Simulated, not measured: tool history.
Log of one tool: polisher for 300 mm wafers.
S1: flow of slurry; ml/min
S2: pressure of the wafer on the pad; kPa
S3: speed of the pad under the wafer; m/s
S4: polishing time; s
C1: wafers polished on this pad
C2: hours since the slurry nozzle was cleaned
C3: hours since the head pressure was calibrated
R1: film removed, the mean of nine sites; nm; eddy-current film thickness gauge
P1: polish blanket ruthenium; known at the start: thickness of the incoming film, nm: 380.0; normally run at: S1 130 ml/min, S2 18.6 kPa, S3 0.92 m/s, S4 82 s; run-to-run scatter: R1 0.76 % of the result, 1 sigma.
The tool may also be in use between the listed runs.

{"run": 1, "hour": 14.8, "S1": 130, "S2": 18.6, "S3": 0.92, "S4": 82, "C1": 817, "C2": 131.1, "C3": 248.7, "R1": 118.51}
{"run": 2, "hour": 23.9, "S1": 130, "S2": 18.6, "S3": 0.92, "S4": 82, "C1": 888, "C2": 140.2, "C3": 257.8, "R1": 117.98}
{"run": 3, "hour": 32.7, "S1": 130, "S2": 10.3, "S3": 0.68, "S4": 82, "C1": 956, "C2": 149, "C3": 266.6, "R1": 48.622}
{"hour": 33.9, "done": "slurry nozzle cleaned"}
{"run": 4, "hour": 47.9, "S1": 130, "S2": 18.6, "S3": 0.92, "S4": 82, "C1": 1074, "C2": 14.1, "C3": 281.8, "R1": 118.25}
{"run": 5, "hour": 62.9, "S1": 130, "S2": 18.6, "S3": 1.26, "S4": 82, "C1": 1191, "C2": 29.1, "C3": 296.8, "R1": 164.61}
{"run": 6, "hour": 78.1, "S1": 130, "S2": 18.6, "S3": 0.92, "S4": 82, "C1": 1309, "C2": 44.3, "C3": 312, "R1": 117.67}
{"run": 7, "hour": 89.0, "S1": 80, "S2": 18.6, "S3": 0.92, "S4": 82, "C1": 1394, "C2": 55.2, "C3": 322.9, "R1": 103.73}
{"run": 8, "hour": 96.4, "S1": 130, "S2": 18.6, "S3": 0.92, "S4": 123, "C1": 1452, "C2": 62.6, "C3": 330.3, "R1": 179.67}
{"run": 9, "hour": 112.1, "S1": 130, "S2": 18.6, "S3": 0.92, "S4": 55, "C1": 1574, "C2": 78.3, "C3": 346, "R1": 80.526}
{"run": 10, "hour": 122.4, "S1": 130, "S2": 18.6, "S3": 0.92, "S4": 82, "C1": 1654, "C2": 88.6, "C3": 356.3, "R1": 119.26}
{"run": 11, "hour": 138.6, "S1": 130, "S2": 18.6, "S3": 0.56, "S4": 82, "C1": 1780, "C2": 104.8, "C3": 372.5, "R1": 72.941}
{"run": 12, "hour": 152.1, "S1": 130, "S2": 18.6, "S3": 0.92, "S4": 82, "C1": 1886, "C2": 118.3, "C3": 386, "R1": 118.99}
{"run": 13, "hour": 161.4, "S1": 130, "S2": 8.3, "S3": 0.92, "S4": 82, "C1": 1958, "C2": 127.6, "C3": 395.3, "R1": 53.004}
{"run": 14, "hour": 172.9, "S1": 200, "S2": 18.6, "S3": 0.92, "S4": 82, "C1": 2047, "C2": 139.1, "C3": 406.8, "R1": 127.64}

The next listed run, before its measurement:
{"run": 15, "hour": 187.3, "S1": 130, "S2": 24.8, "S3": 0.92, "S4": 82, "C1": 2160, "C2": 153.5, "C3": 421.2, "R1": "?"}

R1: 158.42 nm

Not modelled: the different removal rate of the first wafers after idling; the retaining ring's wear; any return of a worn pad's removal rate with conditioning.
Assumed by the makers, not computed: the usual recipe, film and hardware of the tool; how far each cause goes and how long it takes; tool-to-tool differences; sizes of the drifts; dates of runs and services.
